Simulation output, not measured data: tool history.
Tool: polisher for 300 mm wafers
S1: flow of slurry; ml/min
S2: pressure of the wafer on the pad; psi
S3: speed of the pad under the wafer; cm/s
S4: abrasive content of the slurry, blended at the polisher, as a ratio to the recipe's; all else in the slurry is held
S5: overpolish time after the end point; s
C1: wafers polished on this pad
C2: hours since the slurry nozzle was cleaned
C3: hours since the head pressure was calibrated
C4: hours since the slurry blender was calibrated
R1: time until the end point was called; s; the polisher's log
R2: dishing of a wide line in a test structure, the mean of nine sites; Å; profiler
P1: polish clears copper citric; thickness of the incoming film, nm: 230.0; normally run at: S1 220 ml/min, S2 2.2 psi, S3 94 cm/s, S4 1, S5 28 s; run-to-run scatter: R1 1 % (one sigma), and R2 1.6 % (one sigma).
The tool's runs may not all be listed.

run 1 day=0.371 | S1=220 S2=2.2 S3=94 S4=1 S5=28 | C1=546 C2=164.1 C3=359.4 C4=332.9 | R1=139.42 R2=275.1
run 2 day=0.725 | S1=220 S2=2.2 S3=94 S4=1 S5=28 | C1=630 C2=172.6 C3=367.9 C4=341.4 | R1=136.26 R2=274
run 3 day=1.017 | S1=220 S2=2.2 S3=94 S4=1 S5=28 | C1=699 C2=179.6 C3=374.9 C4=348.4 | R1=140.16 R2=278.57
run 4 day=1.329 | S1=135 S2=2.2 S3=94 S4=1 S5=28 | C1=772 C2=187.1 C3=382.4 C4=355.9 | R1=147.93 R2=264.09
run 5 day=1.533 | S1=220 S2=2.2 S3=94 S4=1 S5=28 | C1=821 C2=192 C3=387.3 C4=360.8 | R1=139.2 R2=276.54
run 6 day=1.842 | S1=220 S2=2.2 S3=44 S4=1 S5=28 | C1=893 C2=199.4 C3=394.7 C4=368.2 | R1=285.88 R2=163.7
run 7 day=2.058 | S1=315 S2=1.6 S3=94 S4=1 S5=28 | C1=944 C2=204.6 C3=399.9 C4=373.4 | R1=180.57 R2=229.06
run 8 day=2.417 | S1=220 S2=2.2 S3=94 S4=1 S5=28 | C1=1029 C2=213.2 C3=408.5 C4=382 | R1=137.57 R2=274.05
run 9 day=2.604 | S1=220 S2=3.3 S3=94 S4=0.6 S5=28 | C1=1073 C2=217.7 C3=413 C4=386.5 | R1=105.48 R2=346.56
run 10 day=2.817 | S1=220 S2=2.2 S3=94 S4=1 S5=49 | C1=1123 C2=222.8 C3=418.1 C4=391.6 | R1=141.08 R2=393.29
run 11 day=3.129 | S1=220 S2=2.2 S3=94 S4=0.5 S5=28 | C1=1197 C2=230.3 C3=425.6 C4=399.1 | R1=161.58 R2=249.99
run 12 day=3.304 | S1=295 S2=2.2 S3=94 S4=1 S5=28 | C1=1238 C2=234.5 C3=429.8 C4=403.3 | R1=136.23 R2=281.3
run 13 day=3.646 | S1=220 S2=2.2 S3=94 S4=1 S5=8 | C1=1319 C2=242.7 C3=438 C4=411.5 | R1=142.58 R2=98.945
run 14 day=3.912 | S1=220 S2=2.2 S3=146 S4=1 S5=28 | C1=1382 C2=249.1 C3=444.4 C4=417.9 | R1=90.802 R2=364.74
run 15 day=4.088 | S1=220 S2=2.2 S3=94 S4=1.4 S5=28 | C1=1423 C2=253.3 C3=448.6 C4=422.1 | R1=129.7 R2=297.69
run 16 day=4.25 | S1=220 S2=1.4 S3=94 S4=1 S5=28 | C1=1462 C2=257.2 C3=452.5 C4=426 | R1=214.96 R2=195.45
run 17 day=4.6 | S1=220 S2=3.3 S3=94 S4=1 S5=28 | C1=1544 C2=265.6 C3=460.9 C4=434.4 | R1=93.22 R2=369.91
run 18 day=4.8 | S1=220 S2=2.2 S3=94 S4=1 S5=28 | C1=1591 C2=270.4 C3=465.7 C4=439.2 | R1=139.37 R2=288.56
run 19 day=4.971 | S1=220 S2=2.2 S3=94 S4=1 S5=28 | C1=1632 C2=274.5 C3=469.8 C4=443.3 | R1=142.99 R2=275.02
run 20 day=5.233 | S1=220 S2=2.2 S3=94 S4=1 S5=28 | C1=1694 C2=280.8 C3=476.1 C4=449.6 | R1=144.66 R2=267.99
run 21 day=5.45 | S1=220 S2=2.2 S3=94 S4=1 S5=28 | C1=1745 C2=286 C3=481.3 C4=454.8 | R1=147.71 R2=272.24
run 22 day=5.767 | S1=220 S2=2.2 S3=94 S4=1 S5=28 | C1=1819 C2=293.6 C3=488.9 C4=462.4 | R1=148.4 R2=273.95
-- day=5.875 head pressure recalibrated
run 23 day=5.95 | S1=220 S2=2.2 S3=94 S4=1 S5=28 | C1=1863 C2=298 C3=1.9 C4=466.8 | R1=148.03 R2=265.23
-- day=6.146 worn pad replaced by a new one
run 24 day=6.317 | S1=220 S2=2.2 S3=94 S4=1 S5=28 | C1=41 C2=306.8 C3=10.7 C4=475.6 | R1=149.93 R2=261.65
run 25 day=6.588 | S1=220 S2=2.2 S3=94 S4=1 S5=28 | C1=105 C2=313.3 C3=17.2 C4=482.1 | R1=150.21 R2=261.12
run 26 day=6.938 | S1=220 S2=2.2 S3=94 S4=1 S5=28 | C1=187 C2=321.7 C3=25.6 C4=490.5 | R1=148.29 R2=264.85

What P1 gives has crept away from where it was. These 2 causes fit the log equally well, each at the size given:
A: abrasive missing from the slurry, % = 29.9
B: slurry flow missing at the pad, % = 38.4
The creep began at about day 4.8.
Why every other cause is out:
removal rate lost through wear of the pad, %: serviced at day 6.146, which brought nothing back
head's pressure below its setpoint, %: serviced at day 5.875, which brought nothing back

4 check runs are offered, each on 5 wafers whose results are averaged, their results left as question marks. Which one tells the causes apart?
run check 1 day=7.288 | S1=140 S2=2.2 S3=94 S4=1 S5=8 | R1=? R2=?
run check 2 day=7.288 | S1=220 S2=3.1 S3=94 S4=1 S5=28 | R1=? R2=?
run check 3 day=7.288 | S1=220 S2=2.2 S3=94 S4=1.35 S5=28 | R1=? R2=?
run check 4 day=7.288 | S1=220 S2=2.2 S3=94 S4=1 S5=48 | R1=? R2=?

What each check would give under each cause:
check=check_1 result=R1 if_A=160.5 if_B=166.66
check=check_1 result=R2 if_A=86.202 if_B=83.249
check=check_2 result=R1 if_A=107.47 if_B=107.45
check=check_2 result=R2 if_A=340.42 if_B=340.47
check=check_3 result=R1 if_A=140.8 if_B=140.39
check=check_3 result=R2 if_A=276.28 if_B=276.86
check=check_4 result=R1 if_A=149.92 if_B=149.89
check=check_4 result=R2 if_A=377.16 if_B=377.21
How far apart the two closest causes lie, in the result that separates them most: check 1 3.77 %; check 2 0.02 %; check 3 0.29 %; check 4 0.02 %
Check 1 tells the causes apart: in the others they would give nearly the same result.

Check 1 was then run and gave: R1 161.19 s; R2 85.951 Å. Which cause is it?

It is A: abrasive missing from the slurry, %.
